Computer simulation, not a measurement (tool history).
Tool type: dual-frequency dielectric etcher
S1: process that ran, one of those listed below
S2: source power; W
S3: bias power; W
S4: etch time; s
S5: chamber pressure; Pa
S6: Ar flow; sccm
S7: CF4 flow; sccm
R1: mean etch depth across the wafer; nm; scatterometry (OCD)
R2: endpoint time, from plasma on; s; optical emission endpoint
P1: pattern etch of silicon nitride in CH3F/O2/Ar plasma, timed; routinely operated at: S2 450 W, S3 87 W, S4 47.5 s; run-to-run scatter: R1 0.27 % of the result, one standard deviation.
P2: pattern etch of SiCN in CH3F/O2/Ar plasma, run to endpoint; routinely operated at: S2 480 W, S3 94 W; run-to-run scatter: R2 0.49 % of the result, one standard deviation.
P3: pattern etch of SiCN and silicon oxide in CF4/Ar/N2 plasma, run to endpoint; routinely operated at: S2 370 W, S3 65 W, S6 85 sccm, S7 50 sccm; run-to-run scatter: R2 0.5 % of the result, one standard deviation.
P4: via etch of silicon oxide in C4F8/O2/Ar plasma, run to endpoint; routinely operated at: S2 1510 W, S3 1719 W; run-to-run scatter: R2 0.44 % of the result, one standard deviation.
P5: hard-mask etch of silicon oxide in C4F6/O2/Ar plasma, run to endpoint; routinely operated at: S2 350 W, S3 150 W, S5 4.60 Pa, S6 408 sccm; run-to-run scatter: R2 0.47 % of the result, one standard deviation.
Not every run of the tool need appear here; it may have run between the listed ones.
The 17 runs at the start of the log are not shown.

{"run": 18, "day": 2.312, "S1": "P2", "S2": 480, "S3": 65, "R2": 15.25}
{"run": 19, "day": 2.442, "S1": "P1", "S2": 280, "S3": 60, "S4": 47.5, "R1": 27.355}
{"run": 20, "day": 2.533, "S1": "P3", "S2": 370, "S3": 65, "S6": 52, "S7": 50, "R2": 12.326}
{"run": 21, "day": 2.617, "S1": "P3", "S2": 250, "S3": 65, "S6": 85, "S7": 50, "R2": 18.795}
{"day": 2.683, "done": "wet clean of the chamber"}
{"run": 22, "day": 2.746, "S1": "P3", "S2": 370, "S3": 65, "S6": 85, "S7": 50, "R2": 13.418}
{"run": 23, "day": 2.875, "S1": "P5", "S2": 250, "S3": 150, "S5": 4.6, "S6": 408, "R2": 69.625}
{"run": 24, "day": 3.008, "S1": "P3", "S2": 370, "S3": 48, "S6": 85, "S7": 50, "R2": 14.624}
{"run": 25, "day": 3.175, "S1": "P5", "S2": 350, "S3": 150, "S5": 4.6, "S6": 408, "R2": 60.768}
{"run": 26, "day": 3.296, "S1": "P1", "S2": 450, "S3": 115, "S4": 47.5, "R1": 41.142}
{"run": 27, "day": 3.421, "S1": "P1", "S2": 570, "S3": 87, "S4": 47.5, "R1": 40.457}
{"run": 28, "day": 3.529, "S1": "P5", "S2": 350, "S3": 88, "S5": 4.6, "S6": 408, "R2": 70.917}
{"run": 29, "day": 3.646, "S1": "P1", "S2": 450, "S3": 87, "S4": 37.0, "R1": 28.904}
{"run": 30, "day": 3.771, "S1": "P3", "S2": 370, "S3": 65, "S6": 85, "S7": 50, "R2": 13.211}
{"run": 31, "day": 3.875, "S1": "P2", "S2": 330, "S3": 94, "R2": 15.477}
{"run": 32, "day": 4.008, "S1": "P1", "S2": 450, "S3": 87, "S4": 47.5, "R1": 37.112}
{"run": 33, "day": 4.167, "S1": "P1", "S2": 450, "S3": 87, "S4": 47.5, "R1": 37.372}
{"run": 34, "day": 4.317, "S1": "P1", "S2": 450, "S3": 87, "S4": 47.5, "R1": 37.575}
{"run": 35, "day": 4.442, "S1": "P1", "S2": 450, "S3": 87, "S4": 47.5, "R1": 37.538}
{"run": 36, "day": 4.525, "S1": "P1", "S2": 450, "S3": 87, "S4": 47.5, "R1": 37.367}
{"run": 37, "day": 4.662, "S1": "P1", "S2": 450, "S3": 87, "S4": 47.5, "R1": 37.539}
{"day": 4.754, "done": "wet clean of the chamber"}
{"run": 38, "day": 4.788, "S1": "P1", "S2": 450, "S3": 87, "S4": 47.5, "R1": 37.642}

Forecast run 39:
{"run": 39, "day": 4.929, "S1": "P1", "S2": 450, "S3": 87, "S4": 47.5, "R1": "?"}

{"run 39": {"R1": 37.554}}
